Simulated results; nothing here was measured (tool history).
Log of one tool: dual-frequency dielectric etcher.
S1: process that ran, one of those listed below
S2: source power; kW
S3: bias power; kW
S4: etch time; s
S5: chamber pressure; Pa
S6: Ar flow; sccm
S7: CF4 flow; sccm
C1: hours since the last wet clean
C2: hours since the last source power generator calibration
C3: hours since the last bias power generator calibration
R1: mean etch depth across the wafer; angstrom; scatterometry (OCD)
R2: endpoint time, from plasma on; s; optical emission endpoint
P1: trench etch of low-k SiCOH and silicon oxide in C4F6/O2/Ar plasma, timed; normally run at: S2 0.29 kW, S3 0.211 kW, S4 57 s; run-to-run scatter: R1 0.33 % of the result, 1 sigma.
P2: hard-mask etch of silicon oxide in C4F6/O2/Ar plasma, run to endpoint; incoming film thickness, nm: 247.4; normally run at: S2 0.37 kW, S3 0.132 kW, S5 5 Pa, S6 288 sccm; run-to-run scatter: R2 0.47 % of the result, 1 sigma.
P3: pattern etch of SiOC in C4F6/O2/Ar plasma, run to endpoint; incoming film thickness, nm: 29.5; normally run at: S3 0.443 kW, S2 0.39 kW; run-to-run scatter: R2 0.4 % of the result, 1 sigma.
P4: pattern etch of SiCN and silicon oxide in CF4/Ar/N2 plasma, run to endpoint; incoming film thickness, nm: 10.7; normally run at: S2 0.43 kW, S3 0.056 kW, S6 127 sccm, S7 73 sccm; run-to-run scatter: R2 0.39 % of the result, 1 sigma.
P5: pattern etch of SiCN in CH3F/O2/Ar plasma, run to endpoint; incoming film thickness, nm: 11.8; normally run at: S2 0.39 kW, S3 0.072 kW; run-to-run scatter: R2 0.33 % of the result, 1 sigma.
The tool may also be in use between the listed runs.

run	hour	S1	S2	S3	S4	S5	S6	S7	C1	C2	C3	R1	R2
1	2.9	P1	0.29	0.211	57				144.5	3231.1	1037.1	1713.7	
2	6.2	P3	0.39	0.263					147.8	3234.4	1040.4		12.46
3	8.5	P1	0.29	0.211	33.5				150.1	3236.7	1042.7	1004.6	
4	12.8	P2	0.37	0.132		3.67	288		154.4	3241	1047		86.119
5	15.1	P2	0.37	0.132		5	288		156.7	3243.3	1049.3		89.756
6	18	P4	0.51	0.056			127	73	159.6	3246.2	1052.2		12.495
7	20.6	P5	0.39	0.058					162.2	3248.8	1054.8		33.068
8	24.9	P1	0.36	0.211	57				166.5	3253.1	1059.1	1860.1	
9	28.8	P1	0.29	0.211	57				170.4	3257	1063	1728.5	
10	31.1	P2	0.37	0.084		5	288		172.7	3259.3	1065.3		101.2
11	33.8	P4	0.43	0.07			127	73	175.4	3262	1068		13.609
12	36.7	P1	0.22	0.131	57				178.3	3264.9	1070.9	1324.2	
13	39.2	P4	0.43	0.056			127	73	180.8	3267.4	1073.4		14.608
14	42.6	P1	0.29	0.211	57				184.2	3270.8	1076.8	1714.6	
15	45.2	P1	0.29	0.211	73.5				186.8	3273.4	1079.4	2195	
16	48.8	P4	0.43	0.056			127	59	190.4	3277	1083		15.135
17	51.6	P2	0.37	0.132		5	179		193.2	3279.8	1085.8		85.285
18	54.5	P5	0.53	0.072					196.1	3282.7	1088.7		27.517
19	56.7	P5	0.39	0.072					198.3	3284.9	1090.9		30.86
20	60.5	P1	0.21	0.211	39				202.1	3288.7	1094.7	1038.8	
21	63	P3	0.39	0.443					204.6	3291.2	1097.2		10.299
22	66.5	P1	0.29	0.155	57				208.1	3294.7	1100.7	1555	
23	70.4	P1	0.29	0.211	57				212	3298.6	1104.6	1712	
24	74.6	P1	0.29	0.257	57				216.2	3302.8	1108.8	1831.2	
25	78.5	P4	0.43	0.056			101	73	220.1	3306.7	1112.7		14.087
26	82.7	P1	0.29	0.211	57				224.3	3310.9	1116.9	1710.9	
27	84.9	P1	0.22	0.211	57				226.5	3313.1	1119.1	1538.7	
28	87.1	P2	0.23	0.132		5	288		228.7	3315.3	1121.3		107.86
29	90.2	P3	0.49	0.443					231.8	3318.4	1124.4		9.5089
30	93.3	P5	0.39	0.072					234.9	3321.5	1127.5		30.824
31	96.5	P1	0.29	0.211	57				238.1	3324.7	1130.7	1717.3	
32	99.7	P1	0.29	0.211	57				241.3	3327.9	1133.9	1706.7	
33	104	P1	0.29	0.211	57				245.6	3332.2	1138.2	1687.6	
34	107.9	P1	0.29	0.211	57				249.5	3336.1	1142.1	1692.5	
# hour 108.9: wet clean of the chamber
35	110.2	P1	0.29	0.211	57				1.3	3338.4	1144.4	1684	
36	114.6	P1	0.29	0.211	57				5.7	3342.8	1148.8	1688	
37	117.1	P1	0.29	0.211	57				8.2	3345.3	1151.3	1688.7	
38	120.6	P1	0.29	0.211	57				11.7	3348.8	1154.8	1691.2	
39	124.1	P1	0.29	0.211	57				15.2	3352.3	1158.3	1678.8	
40	127.8	P1	0.29	0.211	57				18.9	3356	1162	1694.1	
41	131.3	P1	0.29	0.211	57				22.4	3359.5	1165.5	1688	

What P1 gives has crept away from where it was. These 2 causes fit the log equally well, each at the size given:
A: bias power that arrives under what is set, % = 4.82
B: source power that arrives under what is set, % = 4.2
The creep began at about hour 96.5.
Why every other cause is out:
chamber walls in a state that lowers the etch rate, %: serviced at hour 108.9, which brought nothing back

4 check runs are offered, each on 2 wafers whose results are averaged, their results left as question marks. Which one tells the causes apart?
check 1	134.8	P5	0.39	0.072									?
check 2	134.8	P4	0.43	0.056			127	73					?
check 3	134.8	P2	0.37	0.132		5	288						?
check 4	134.8	P3	0.39	0.443									?

What each check would give under each cause:
check	result	if A	if B
check 1	R2	31.421	31.381
check 2	R2	14.848	15.174
check 3	R2	90.648	90.873
check 4	R2	10.531	10.508
How far apart the two closest causes lie, in the result that separates them most: check 1 0.13 %; check 2 2.17 %; check 3 0.25 %; check 4 0.22 %
Check 2 tells the causes apart: in the others they would give nearly the same result.

Check 2 was then run and gave: R2 15.108 s. Which cause is it?

It is B: source power that arrives under what is set, %.

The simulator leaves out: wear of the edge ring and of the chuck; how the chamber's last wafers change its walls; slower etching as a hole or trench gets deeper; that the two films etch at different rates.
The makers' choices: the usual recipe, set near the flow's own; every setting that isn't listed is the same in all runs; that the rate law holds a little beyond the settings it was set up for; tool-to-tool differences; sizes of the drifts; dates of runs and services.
